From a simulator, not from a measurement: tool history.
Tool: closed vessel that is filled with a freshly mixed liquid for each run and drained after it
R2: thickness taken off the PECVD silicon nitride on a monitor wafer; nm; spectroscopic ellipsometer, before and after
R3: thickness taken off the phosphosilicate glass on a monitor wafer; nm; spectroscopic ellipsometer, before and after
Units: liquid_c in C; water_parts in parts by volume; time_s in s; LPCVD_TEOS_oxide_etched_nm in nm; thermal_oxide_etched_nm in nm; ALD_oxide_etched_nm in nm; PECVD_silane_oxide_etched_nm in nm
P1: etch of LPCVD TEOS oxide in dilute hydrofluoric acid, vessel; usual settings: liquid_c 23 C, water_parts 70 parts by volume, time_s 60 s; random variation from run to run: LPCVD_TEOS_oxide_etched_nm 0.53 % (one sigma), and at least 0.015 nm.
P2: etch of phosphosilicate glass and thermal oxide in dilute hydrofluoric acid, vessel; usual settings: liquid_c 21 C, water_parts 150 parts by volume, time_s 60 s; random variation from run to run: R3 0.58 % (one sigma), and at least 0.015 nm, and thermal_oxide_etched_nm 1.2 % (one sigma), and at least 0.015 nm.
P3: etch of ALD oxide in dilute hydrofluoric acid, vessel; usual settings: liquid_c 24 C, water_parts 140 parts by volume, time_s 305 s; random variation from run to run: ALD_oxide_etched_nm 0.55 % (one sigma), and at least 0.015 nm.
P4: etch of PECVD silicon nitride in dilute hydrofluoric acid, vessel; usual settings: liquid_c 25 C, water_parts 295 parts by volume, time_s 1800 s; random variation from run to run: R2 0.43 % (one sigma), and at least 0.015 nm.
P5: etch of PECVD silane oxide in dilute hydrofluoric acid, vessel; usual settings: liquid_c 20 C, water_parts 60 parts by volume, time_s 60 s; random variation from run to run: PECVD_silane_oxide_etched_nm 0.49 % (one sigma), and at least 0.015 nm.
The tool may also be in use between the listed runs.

Run 1, hour 10.8: process P1, liquid_c 23 C, water_parts 70 parts by volume, time_s 60 s. Result: LPCVD_TEOS_oxide_etched_nm 47.818 nm.
Run 2, hour 20: process P1, liquid_c 23 C, water_parts 105 parts by volume, time_s 60 s. Result: LPCVD_TEOS_oxide_etched_nm 30.976 nm.
Run 3, hour 26.7: process P4, liquid_c 25 C, water_parts 140 parts by volume, time_s 1800 s. Result: R2 74.667 nm.
Run 4, hour 33.2: process P1, liquid_c 23 C, water_parts 20 parts by volume, time_s 95 s. Result: LPCVD_TEOS_oxide_etched_nm 287.1 nm.
Run 5, hour 44.2: process P1, liquid_c 23 C, water_parts 70 parts by volume, time_s 60 s. Result: LPCVD_TEOS_oxide_etched_nm 48.564 nm.
Run 6, hour 56.2: process P1, liquid_c 17 C, water_parts 70 parts by volume, time_s 60 s. Result: LPCVD_TEOS_oxide_etched_nm 37.641 nm.
Run 7, hour 66.4: process P4, liquid_c 25 C, water_parts 295 parts by volume, time_s 3605 s. Result: R2 71.808 nm.
Run 8, hour 81: process P2, liquid_c 21 C, water_parts 150 parts by volume, time_s 60 s. Result: R3 42.931 nm, thermal_oxide_etched_nm 1.6495 nm.
Run 9, hour 94.4: process P1, liquid_c 23 C, water_parts 70 parts by volume, time_s 60 s. Result: LPCVD_TEOS_oxide_etched_nm 48.562 nm.
Run 10, hour 102.1: process P1, liquid_c 23 C, water_parts 70 parts by volume, time_s 60 s. Result: LPCVD_TEOS_oxide_etched_nm 48.118 nm.
Run 11, hour 111.6: process P1, liquid_c 17 C, water_parts 70 parts by volume, time_s 110 s. Result: LPCVD_TEOS_oxide_etched_nm 68.847 nm.
Run 12, hour 126: process P1, liquid_c 23 C, water_parts 70 parts by volume, time_s 60 s. Result: LPCVD_TEOS_oxide_etched_nm 48.23 nm.
Run 13, hour 141: process P4, liquid_c 25 C, water_parts 295 parts by volume, time_s 1800 s. Result: R2 35.845 nm.
Run 14, hour 154.4: process P3, liquid_c 24 C, water_parts 140 parts by volume, time_s 305 s. Result: ALD_oxide_etched_nm 38.211 nm.
Run 15, hour 162.4: process P1, liquid_c 17 C, water_parts 125 parts by volume, time_s 60 s. Result: LPCVD_TEOS_oxide_etched_nm 19.773 nm.
Run 16, hour 176: process P5, liquid_c 20 C, water_parts 60 parts by volume, time_s 60 s. Result: PECVD_silane_oxide_etched_nm 44.899 nm.
Run 17, hour 186.3: process P3, liquid_c 24 C, water_parts 140 parts by volume, time_s 515 s. Result: ALD_oxide_etched_nm 64.245 nm.
Run 18, hour 196.5: process P1, liquid_c 23 C, water_parts 70 parts by volume, time_s 60 s. Result: LPCVD_TEOS_oxide_etched_nm 48.347 nm.
Run 19, hour 211.1: process P5, liquid_c 20 C, water_parts 60 parts by volume, time_s 60 s. Result: PECVD_silane_oxide_etched_nm 44.648 nm.
Run 20, hour 222.2: process P5, liquid_c 17 C, water_parts 60 parts by volume, time_s 60 s. Result: PECVD_silane_oxide_etched_nm 39.733 nm.
Run 21, hour 237.3: process P1, liquid_c 23 C, water_parts 70 parts by volume, time_s 30 s. Result: LPCVD_TEOS_oxide_etched_nm 24.182 nm.
Run 22, hour 251.9: process P5, liquid_c 20 C, water_parts 100 parts by volume, time_s 60 s. Result: PECVD_silane_oxide_etched_nm 25.639 nm.
At hour 259.2: hydrofluoric acid flow meter replaced.
Run 23, hour 262.4: process P2, liquid_c 17 C, water_parts 150 parts by volume, time_s 60 s. Result: R3 36.011 nm, thermal_oxide_etched_nm 1.4273 nm.
Run 24, hour 274.1: process P2, liquid_c 21 C, water_parts 150 parts by volume, time_s 60 s. Result: R3 43.068 nm, thermal_oxide_etched_nm 1.6253 nm.
Run 25, hour 287.1: process P3, liquid_c 24 C, water_parts 210 parts by volume, time_s 305 s. Result: ALD_oxide_etched_nm 23.231 nm.
Run 26, hour 296.4: process P2, liquid_c 21 C, water_parts 150 parts by volume, time_s 30 s. Result: R3 21.456 nm, thermal_oxide_etched_nm 0.81778 nm.
Run 27, hour 310.5: process P1, liquid_c 23 C, water_parts 40 parts by volume, time_s 60 s. Result: LPCVD_TEOS_oxide_etched_nm 87.231 nm.
Run 28, hour 319.9: process P2, liquid_c 21 C, water_parts 265 parts by volume, time_s 60 s. Result: R3 21.66 nm, thermal_oxide_etched_nm 0.81619 nm.
Run 29, hour 327.5: process P4, liquid_c 31.5 C, water_parts 295 parts by volume, time_s 1800 s. Result: R2 52.205 nm.
Run 30, hour 335.5: process P3, liquid_c 28 C, water_parts 140 parts by volume, time_s 305 s. Result: ALD_oxide_etched_nm 44.292 nm.
Run 31, hour 348.4: process P1, liquid_c 23 C, water_parts 70 parts by volume, time_s 110 s. Result: LPCVD_TEOS_oxide_etched_nm 88.84 nm.
Run 32, hour 362: process P4, liquid_c 25 C, water_parts 295 parts by volume, time_s 1800 s. Result: R2 35.781 nm.
Run 33, hour 372.9: process P1, liquid_c 23 C, water_parts 70 parts by volume, time_s 60 s. Result: LPCVD_TEOS_oxide_etched_nm 48.641 nm.
Run 34, hour 380.7: process P1, liquid_c 28.5 C, water_parts 70 parts by volume, time_s 60 s. Result: LPCVD_TEOS_oxide_etched_nm 60.839 nm.
Run 35, hour 393.5: process P5, liquid_c 20 C, water_parts 60 parts by volume, time_s 105 s. Result: PECVD_silane_oxide_etched_nm 79.288 nm.
Run 36, hour 400.2: process P1, liquid_c 23 C, water_parts 70 parts by volume, time_s 60 s. Result: LPCVD_TEOS_oxide_etched_nm 48.315 nm.
Run 37, hour 413: process P1, liquid_c 23 C, water_parts 70 parts by volume, time_s 60 s. Result: LPCVD_TEOS_oxide_etched_nm 46.67 nm.
Run 38, hour 420.6: process P1, liquid_c 23 C, water_parts 70 parts by volume, time_s 60 s. Result: LPCVD_TEOS_oxide_etched_nm 46.201 nm.
Run 39, hour 433.2: process P1, liquid_c 23 C, water_parts 70 parts by volume, time_s 60 s. Result: LPCVD_TEOS_oxide_etched_nm 45.852 nm.
Run 40, hour 441.3: process P1, liquid_c 23 C, water_parts 70 parts by volume, time_s 60 s. Result: LPCVD_TEOS_oxide_etched_nm 45.635 nm.
Run 41, hour 454.7: process P1, liquid_c 23 C, water_parts 70 parts by volume, time_s 60 s. Result: LPCVD_TEOS_oxide_etched_nm 45.402 nm.
Run 42, hour 462.7: process P1, liquid_c 23 C, water_parts 70 parts by volume, time_s 60 s. Result: LPCVD_TEOS_oxide_etched_nm 44.927 nm.
Run 43, hour 474.4: process P1, liquid_c 23 C, water_parts 70 parts by volume, time_s 60 s. Result: LPCVD_TEOS_oxide_etched_nm 45.276 nm.

What P1 gives has crept away from where it was. These 2 causes fit the log equally well, each at the size given:
A: hydrofluoric acid flow below the setpoint (%) = 5.79
B: liquid colder than its thermometer reads (K) = 1.59
The creep began at about hour 400.2.

4 check runs are offered, one wafer each, their results left as question marks. Which one tells the causes apart?
Run check 1, hour 486.1: process P4, liquid_c 25 C, water_parts 295 parts by volume, time_s 1800 s. Result: R2 ?.
Run check 2, hour 486.1: process P5, liquid_c 20 C, water_parts 60 parts by volume, time_s 60 s. Result: PECVD_silane_oxide_etched_nm ?.
Run check 3, hour 486.1: process P2, liquid_c 21 C, water_parts 150 parts by volume, time_s 60 s. Result: R3 ?, thermal_oxide_etched_nm ?.
Run check 4, hour 486.1: process P3, liquid_c 24 C, water_parts 140 parts by volume, time_s 305 s. Result: ALD_oxide_etched_nm ?.

What each check would give under each cause:
  check                        result    if A    if B
check 1                            R2  33.828  32.582
check 2  PECVD_silane_oxide_etched_nm  42.219  42.074
check 3                            R3  39.888  40.139
check 3       thermal_oxide_etched_nm  1.5567  1.5665
check 4           ALD_oxide_etched_nm  35.513  35.792
How far apart the two closest causes lie, in the result that separates them most: check 1 3.75 %; check 2 0.34 %; check 3 0.63 %; check 4 0.78 %
Check 1 tells the causes apart: in the others they would give nearly the same result.

Then check 1 was run and gave: R2 32.599 nm. Which cause is it?

It is B: liquid colder than its thermometer reads (K).
